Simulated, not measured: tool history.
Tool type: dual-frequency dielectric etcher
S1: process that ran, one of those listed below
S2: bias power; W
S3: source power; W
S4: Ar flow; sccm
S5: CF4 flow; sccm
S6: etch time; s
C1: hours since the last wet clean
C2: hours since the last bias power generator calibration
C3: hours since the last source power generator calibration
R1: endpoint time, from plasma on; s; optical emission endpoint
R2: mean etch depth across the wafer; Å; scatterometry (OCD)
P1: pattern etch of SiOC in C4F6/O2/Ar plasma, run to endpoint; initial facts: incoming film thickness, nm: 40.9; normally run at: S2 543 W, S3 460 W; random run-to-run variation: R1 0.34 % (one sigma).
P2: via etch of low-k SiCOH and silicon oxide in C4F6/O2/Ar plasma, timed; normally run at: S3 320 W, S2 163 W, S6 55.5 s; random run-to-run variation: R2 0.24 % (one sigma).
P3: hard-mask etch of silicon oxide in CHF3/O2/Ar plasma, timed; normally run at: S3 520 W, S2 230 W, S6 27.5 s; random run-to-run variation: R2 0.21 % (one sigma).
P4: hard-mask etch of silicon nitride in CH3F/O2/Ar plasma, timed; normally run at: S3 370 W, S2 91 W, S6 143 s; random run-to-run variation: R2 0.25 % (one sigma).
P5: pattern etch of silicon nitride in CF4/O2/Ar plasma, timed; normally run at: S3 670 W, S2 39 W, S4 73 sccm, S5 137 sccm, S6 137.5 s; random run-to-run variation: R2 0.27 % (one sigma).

run 1 hour=5.9 | S1=P1 S2=543 S3=460 | C1=65.9 C2=2233.6 C3=1994.8 | R1=12.556
run 2 hour=13 | S1=P1 S2=355 S3=590 | C1=73 C2=2240.7 C3=2001.9 | R1=13.415
run 3 hour=21.8 | S1=P1 S2=543 S3=460 | C1=81.8 C2=2249.5 C3=2010.7 | R1=12.593
run 4 hour=32.8 | S1=P5 S2=39 S3=670 S4=73 S5=187 S6=137.5 | C1=92.8 C2=2260.5 C3=2021.7 | R2=3532.6
run 5 hour=43.7 | S1=P5 S2=39 S3=670 S4=73 S5=137 S6=78.5 | C1=103.7 C2=2271.4 C3=2032.6 | R2=1946.8
run 6 hour=50.1 | S1=P3 S2=230 S3=520 S6=27.5 | C1=110.1 C2=2277.8 C3=2039 | R2=559.3
run 7 hour=56 | S1=P3 S2=230 S3=520 S6=27.5 | C1=116 C2=2283.7 C3=2044.9 | R2=558.83
run 8 hour=61.2 | S1=P4 S2=91 S3=370 S6=143 | C1=121.2 C2=2288.9 C3=2050.1 | R2=1059.5
run 9 hour=67.8 | S1=P1 S2=543 S3=460 | C1=127.8 C2=2295.5 C3=2056.7 | R1=12.602
run 10 hour=74 | S1=P5 S2=39 S3=670 S4=95 S5=137 S6=137.5 | C1=134 C2=2301.7 C3=2062.9 | R2=3316.8
run 11 hour=84 | S1=P3 S2=230 S3=520 S6=21 | C1=144 C2=2311.7 C3=2072.9 | R2=426.19
run 12 hour=94 | S1=P4 S2=118 S3=370 S6=143 | C1=154 C2=2321.7 C3=2082.9 | R2=1167.1
run 13 hour=100.5 | S1=P1 S2=543 S3=460 | C1=160.5 C2=2328.2 C3=2089.4 | R1=12.628
run 14 hour=106.4 | S1=P2 S2=163 S3=320 S6=55.5 | C1=166.4 C2=2334.1 C3=2095.3 | R2=1238.4
run 15 hour=111.2 | S1=P3 S2=230 S3=330 S6=27.5 | C1=171.2 C2=2338.9 C3=2100.1 | R2=473.24
run 16 hour=117.9 | S1=P4 S2=91 S3=370 S6=78.5 | C1=177.9 C2=2345.6 C3=2106.8 | R2=584.11
run 17 hour=123.8 | S1=P5 S2=48 S3=670 S4=73 S5=137 S6=137.5 | C1=183.8 C2=2351.5 C3=2112.7 | R2=3663
run 18 hour=133.6 | S1=P1 S2=649 S3=460 | C1=193.6 C2=2361.3 C3=2122.5 | R1=11.793
run 19 hour=140.1 | S1=P4 S2=91 S3=370 S6=143 | C1=200.1 C2=2367.8 C3=2129 | R2=1065.1
run 20 hour=148.2 | S1=P5 S2=39 S3=860 S4=73 S5=137 S6=137.5 | C1=208.2 C2=2375.9 C3=2137.1 | R2=4268.9
run 21 hour=152.9 | S1=P3 S2=291 S3=520 S6=27.5 | C1=212.9 C2=2380.6 C3=2141.8 | R2=608.04
run 22 hour=159.5 | S1=P2 S2=163 S3=320 S6=82.5 | C1=219.5 C2=2387.2 C3=2148.4 | R2=1838.6
run 23 hour=169.5 | S1=P1 S2=346 S3=460 | C1=229.5 C2=2397.2 C3=2158.4 | R1=14.842
-- hour=175 source power generator calibrated
run 24 hour=177.7 | S1=P1 S2=543 S3=460 | C1=237.7 C2=2405.4 C3=2.8 | R1=12.605
run 25 hour=183.9 | S1=P2 S2=212 S3=320 S6=55.5 | C1=243.9 C2=2411.6 C3=9 | R2=1348.8
run 26 hour=194.5 | S1=P5 S2=39 S3=670 S4=73 S5=137 S6=137.5 | C1=254.5 C2=2422.2 C3=19.6 | R2=3439.1
run 27 hour=201.3 | S1=P1 S2=543 S3=360 | C1=261.3 C2=2429 C3=26.4 | R1=13.877
run 28 hour=209.3 | S1=P4 S2=91 S3=270 S6=143 | C1=269.3 C2=2437 C3=34.4 | R2=948.02
run 29 hour=214.1 | S1=P1 S2=543 S3=620 | C1=274.1 C2=2441.8 C3=39.2 | R1=11.334
run 30 hour=222.6 | S1=P1 S2=543 S3=460 | C1=282.6 C2=2450.3 C3=47.7 | R1=12.622
run 31 hour=230.8 | S1=P1 S2=543 S3=460 | C1=290.8 C2=2458.5 C3=55.9 | R1=12.571
run 32 hour=238.3 | S1=P2 S2=163 S3=390 S6=55.5 | C1=298.3 C2=2466 C3=63.4 | R2=1344
run 33 hour=243.4 | S1=P1 S2=543 S3=460 | C1=303.4 C2=2471.1 C3=68.5 | R1=12.671
run 34 hour=250.5 | S1=P1 S2=543 S3=460 | C1=310.5 C2=2478.2 C3=75.6 | R1=12.549
run 35 hour=255.7 | S1=P1 S2=543 S3=460 | C1=315.7 C2=2483.4 C3=80.8 | R1=12.484
run 36 hour=262 | S1=P1 S2=543 S3=460 | C1=322 C2=2489.7 C3=87.1 | R1=12.527
run 37 hour=272.8 | S1=P1 S2=543 S3=460 | C1=332.8 C2=2500.5 C3=97.9 | R1=12.475
run 38 hour=282.9 | S1=P1 S2=543 S3=460 | C1=342.9 C2=2510.6 C3=108 | R1=12.375
run 39 hour=289.1 | S1=P1 S2=543 S3=460 | C1=349.1 C2=2516.8 C3=114.2 | R1=12.45
run 40 hour=296.2 | S1=P1 S2=543 S3=460 | C1=356.2 C2=2523.9 C3=121.3 | R1=12.383
-- hour=300.7 wet clean of the chamber
run 41 hour=305.9 | S1=P1 S2=543 S3=460 | C1=5.3 C2=2533.6 C3=131 | R1=12.446
run 42 hour=316.1 | S1=P1 S2=543 S3=460 | C1=15.5 C2=2543.8 C3=141.2 | R1=12.377
run 43 hour=321.3 | S1=P1 S2=543 S3=460 | C1=20.7 C2=2549 C3=146.4 | R1=12.387

What P1 gives has crept away from where it was. These 2 causes fit the log equally well, each at the size given:
A: source power that arrives over what is set, % = 4.74
B: bias power that arrives over what is set, % = 4.64
Creep in the process output first set in at about hour 243.4.
Other possible causes, and why each is ruled out:
chamber walls in a state that raises the etch rate, %: serviced at hour 300.7, after the drift had started, without restoring the earlier output

Below are 4 check runs, each on a single wafer, with their results shown as question marks. Which of them would tell the listed causes apart, meaning the causes would give clearly different results under it?
run check 1 hour=326.5 | S1=P5 S2=39 S3=670 S4=73 S5=164 S6=137.5 | R2=?
run check 2 hour=326.5 | S1=P2 S2=202 S3=320 S6=65.5 | R2=?
run check 3 hour=326.5 | S1=P4 S2=91 S3=320 S6=101.5 | R2=?
run check 4 hour=326.5 | S1=P3 S2=230 S3=340 S6=21 | R2=?

Outcome of each check run for each possible cause:
check=check_1 result=R2 if_A=3624.4 if_B=3528
check=check_2 result=R2 if_A=1595.8 if_B=1591.3
check=check_3 result=R2 if_A=728.88 if_B=728.46
check=check_4 result=R2 if_A=371.19 if_B=370.92
Per check, the gap between the least separated pair of causes, taken in the result that splits them most: check 1 2.69 %; check 2 0.29 %; check 3 0.06 %; check 4 0.07 %
Check 1 tells the causes apart: in the others they would give nearly the same result.

Then check 1 was run and gave: R2 3621 Å. Which cause is it?

Of the candidate causes, it is A: source power that arrives over what is set, %.
